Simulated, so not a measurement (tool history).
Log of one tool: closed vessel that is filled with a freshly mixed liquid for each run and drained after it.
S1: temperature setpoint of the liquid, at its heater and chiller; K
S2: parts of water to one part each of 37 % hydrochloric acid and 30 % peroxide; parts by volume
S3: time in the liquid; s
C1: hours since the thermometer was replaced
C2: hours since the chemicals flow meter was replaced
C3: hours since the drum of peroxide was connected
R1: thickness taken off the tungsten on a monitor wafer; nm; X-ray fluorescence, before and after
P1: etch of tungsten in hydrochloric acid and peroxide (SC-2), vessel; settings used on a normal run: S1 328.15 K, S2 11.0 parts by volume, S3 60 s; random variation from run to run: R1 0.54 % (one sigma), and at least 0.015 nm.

Run 1, hour 6.1: S1 328.15 K, S2 11.0 parts by volume, S3 60 s; C1 1504.5; C2 907.3; C3 504.6. Result: R1 16.0790 nm.
Run 2, hour 16.5: S1 328.15 K, S2 11.0 parts by volume, S3 60 s; C1 1514.9; C2 917.7; C3 515.0. Result: R1 16.0090 nm.
Run 3, hour 27.4: S1 312.15 K, S2 11.0 parts by volume, S3 60 s; C1 1525.8; C2 928.6; C3 525.9. Result: R1 5.3398 nm.
Run 4, hour 38.3: S1 328.15 K, S2 11.0 parts by volume, S3 30 s; C1 1536.7; C2 939.5; C3 536.8. Result: R1 8.0695 nm.
Run 5, hour 47.4: S1 328.15 K, S2 4.0 parts by volume, S3 60 s; C1 1545.8; C2 948.6; C3 545.9. Result: R1 34.8120 nm.
At hour 55.4: thermometer replaced.
Run 6, hour 56.9: S1 328.15 K, S2 20.0 parts by volume, S3 60 s; C1 1.6; C2 958.1; C3 555.4. Result: R1 9.4843 nm.
Run 7, hour 62.7: S1 328.15 K, S2 11.0 parts by volume, S3 115 s; C1 7.4; C2 963.9; C3 561.2. Result: R1 30.9930 nm.
At hour 63.4: chemicals flow meter replaced.
Run 8, hour 70.4: S1 328.15 K, S2 6.5 parts by volume, S3 85 s; C1 15.1; C2 7.0; C3 568.9. Result: R1 34.8960 nm.
Run 9, hour 77.7: S1 328.15 K, S2 11.0 parts by volume, S3 60 s; C1 22.4; C2 14.3; C3 576.2. Result: R1 16.0360 nm.
Run 10, hour 86.7: S1 343.65 K, S2 11.0 parts by volume, S3 30 s; C1 31.4; C2 23.3; C3 585.2. Result: R1 21.0190 nm.
Run 11, hour 93.9: S1 343.15 K, S2 11.0 parts by volume, S3 60 s; C1 38.6; C2 30.5; C3 592.4. Result: R1 40.9900 nm.
Run 12, hour 102.7: S1 328.15 K, S2 11.0 parts by volume, S3 60 s; C1 47.4; C2 39.3; C3 601.2. Result: R1 16.1760 nm.
Run 13, hour 110.4: S1 315.65 K, S2 11.0 parts by volume, S3 30 s; C1 55.1; C2 47.0; C3 608.9. Result: R1 3.4715 nm.
Run 14, hour 120.9: S1 328.15 K, S2 11.0 parts by volume, S3 60 s; C1 65.6; C2 57.5; C3 619.4. Result: R1 16.0610 nm.
Run 15, hour 131.5: S1 328.15 K, S2 11.0 parts by volume, S3 60 s; C1 76.2; C2 68.1; C3 630.0. Result: R1 15.9130 nm.
Run 16, hour 139.6: S1 328.15 K, S2 11.0 parts by volume, S3 60 s; C1 84.3; C2 76.2; C3 638.1. Result: R1 15.7370 nm.
Run 17, hour 144.8: S1 328.15 K, S2 11.0 parts by volume, S3 60 s; C1 89.5; C2 81.4; C3 643.3. Result: R1 15.4090 nm.
Run 18, hour 151.4: S1 328.15 K, S2 11.0 parts by volume, S3 60 s; C1 96.1; C2 88.0; C3 649.9. Result: R1 15.1870 nm.
At hour 161.5: new drum of peroxide connected.
Run 19, hour 162.1: S1 328.15 K, S2 11.0 parts by volume, S3 60 s; C1 106.8; C2 98.7; C3 0.7. Result: R1 14.9750 nm.
Run 20, hour 171.5: S1 328.15 K, S2 11.0 parts by volume, S3 60 s; C1 116.2; C2 108.1; C3 10.1. Result: R1 14.9680 nm.
Run 21, hour 178.0: S1 328.15 K, S2 11.0 parts by volume, S3 60 s; C1 122.7; C2 114.6; C3 16.6. Result: R1 14.8200 nm.
Run 22, hour 183.0: S1 328.15 K, S2 11.0 parts by volume, S3 60 s; C1 127.7; C2 119.6; C3 21.6. Result: R1 14.9660 nm.
Run 23, hour 191.3: S1 328.15 K, S2 11.0 parts by volume, S3 60 s; C1 136.0; C2 127.9; C3 29.9. Result: R1 14.7040 nm.
Run 24, hour 202.1: S1 328.15 K, S2 11.0 parts by volume, S3 60 s; C1 146.8; C2 138.7; C3 40.7. Result: R1 14.7910 nm.
Run 25, hour 213.5: S1 328.15 K, S2 11.0 parts by volume, S3 60 s; C1 158.2; C2 150.1; C3 52.1. Result: R1 14.6660 nm.

The output of P1 has drifted from where it used to be. Each of the 2 causes below, taken at the size shown beside it, accounts for the log equally well:
A: liquid colder than its thermometer reads (K) = 1.4
B: chemicals flow below the setpoint (%) = 10
The creep began at about hour 131.5.
Other possible causes, and why each is ruled out:
peroxide weaker than its label (%): was serviced at hour 161.5, once the creep was under way, yet the earlier output never came back

Which of the 4 check runs listed below, each an average over 3 wafers with its results shown as question marks, gives clearly different results under the different listed causes?
Run check 1, hour 224.9: S1 328.15 K, S2 17.5 parts by volume, S3 115 s. Result: R1 ?.
Run check 2, hour 224.9: S1 312.65 K, S2 19.5 parts by volume, S3 60 s. Result: R1 ?.
Run check 3, hour 224.9: S1 316.65 K, S2 4.0 parts by volume, S3 60 s. Result: R1 ?.
Run check 4, hour 224.9: S1 313.15 K, S2 18.5 parts by volume, S3 60 s. Result: R1 ?.

How each check would come out, cause by cause:
  check  result     if A     if B
check 1      R1  18.8110  18.7340
check 2      R1   3.0804   3.0932
check 3      R1  14.6610  15.0510
check 4      R1   3.3487   3.3630
Gap, in per cent, between the two causes that each check separates least, read from the result that separates them most: check 1 0.41 %; check 2 0.41 %; check 3 2.63 %; check 4 0.43 %
The causes can be told apart only by check 3. The other checks would give nearly the same results under each of them.

Check 3 has now been run. It gave: R1 15.0190 nm. Which of the candidate causes is it?

B is the cause: chemicals flow below the setpoint (%).

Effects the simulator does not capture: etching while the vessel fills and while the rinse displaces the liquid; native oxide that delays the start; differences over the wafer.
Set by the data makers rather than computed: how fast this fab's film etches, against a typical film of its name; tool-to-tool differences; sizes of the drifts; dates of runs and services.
